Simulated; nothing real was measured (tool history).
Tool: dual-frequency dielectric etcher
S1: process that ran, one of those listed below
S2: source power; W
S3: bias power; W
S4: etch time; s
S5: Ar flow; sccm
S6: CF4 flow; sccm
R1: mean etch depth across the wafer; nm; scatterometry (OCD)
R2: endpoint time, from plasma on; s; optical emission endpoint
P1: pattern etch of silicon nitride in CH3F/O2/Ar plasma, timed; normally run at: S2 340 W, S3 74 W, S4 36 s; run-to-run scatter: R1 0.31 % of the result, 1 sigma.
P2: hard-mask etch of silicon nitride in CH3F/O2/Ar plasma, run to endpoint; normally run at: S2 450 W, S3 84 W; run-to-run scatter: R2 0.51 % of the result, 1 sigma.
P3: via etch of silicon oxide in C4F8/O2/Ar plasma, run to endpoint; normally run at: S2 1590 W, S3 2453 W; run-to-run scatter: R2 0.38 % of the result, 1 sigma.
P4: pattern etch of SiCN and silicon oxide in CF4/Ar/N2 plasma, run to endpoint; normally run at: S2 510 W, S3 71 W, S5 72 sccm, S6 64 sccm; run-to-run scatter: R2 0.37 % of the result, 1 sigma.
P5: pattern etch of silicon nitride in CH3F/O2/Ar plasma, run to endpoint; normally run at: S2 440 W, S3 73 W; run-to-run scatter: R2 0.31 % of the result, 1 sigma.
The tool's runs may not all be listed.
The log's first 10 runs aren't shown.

Run 11, hour 96.2: S1 P4, S2 510 W, S3 71 W, S5 72 sccm, S6 64 sccm. Result: R2 11.419 s.
Run 12, hour 103.8: S1 P2, S2 300 W, S3 84 W. Result: R2 81.599 s.
Run 13, hour 114.1: S1 P3, S2 2250 W, S3 2453 W. Result: R2 198.06 s.
Run 14, hour 122.9: S1 P1, S2 410 W, S3 74 W, S4 36 s. Result: R1 25.927 nm.
Run 15, hour 130.4: S1 P5, S2 440 W, S3 50 W. Result: R2 36.916 s.
Run 16, hour 136.8: S1 P1, S2 340 W, S3 45 W, S4 36 s. Result: R1 20.492 nm.
At hour 138.5: bias power generator calibrated.
Run 17, hour 144.7: S1 P1, S2 340 W, S3 74 W, S4 46 s. Result: R1 30.99 nm.
Run 18, hour 153.9: S1 P1, S2 340 W, S3 74 W, S4 36 s. Result: R1 24.236 nm.
Run 19, hour 161: S1 P3, S2 1590 W, S3 2453 W. Result: R2 225.85 s.
Run 20, hour 167.3: S1 P5, S2 440 W, S3 73 W. Result: R2 32.529 s.
Run 21, hour 173.3: S1 P3, S2 1590 W, S3 1511 W. Result: R2 260.83 s.
Run 22, hour 184.5: S1 P1, S2 260 W, S3 74 W, S4 36 s. Result: R1 21.924 nm.
Run 23, hour 194.8: S1 P1, S2 340 W, S3 74 W, S4 36 s. Result: R1 24.222 nm.
Run 24, hour 202.9: S1 P2, S2 450 W, S3 100 W. Result: R2 65.99 s.
Run 25, hour 208: S1 P5, S2 540 W, S3 73 W. Result: R2 30.092 s.
Run 26, hour 217.3: S1 P4, S2 510 W, S3 95 W, S5 72 sccm, S6 64 sccm. Result: R2 10.297 s.
Run 27, hour 228.3: S1 P1, S2 340 W, S3 102 W, S4 36 s. Result: R1 27.176 nm.
Run 28, hour 239.5: S1 P1, S2 340 W, S3 74 W, S4 36 s. Result: R1 24.254 nm.
Run 29, hour 248.8: S1 P1, S2 340 W, S3 74 W, S4 36 s. Result: R1 24.442 nm.
Run 30, hour 257.9: S1 P1, S2 340 W, S3 74 W, S4 36 s. Result: R1 24.526 nm.
Run 31, hour 267.4: S1 P1, S2 340 W, S3 74 W, S4 36 s. Result: R1 24.498 nm.
At hour 269.4: wet clean of the chamber.
Run 32, hour 277.6: S1 P1, S2 340 W, S3 74 W, S4 36 s. Result: R1 24.705 nm.
Run 33, hour 286.1: S1 P1, S2 340 W, S3 74 W, S4 36 s. Result: R1 24.403 nm.

The next listed run, before its measurement:
Run 34, hour 293.1: S1 P1, S2 340 W, S3 74 W, S4 36 s. Result: R1 ?.

R1: 24.627 nm
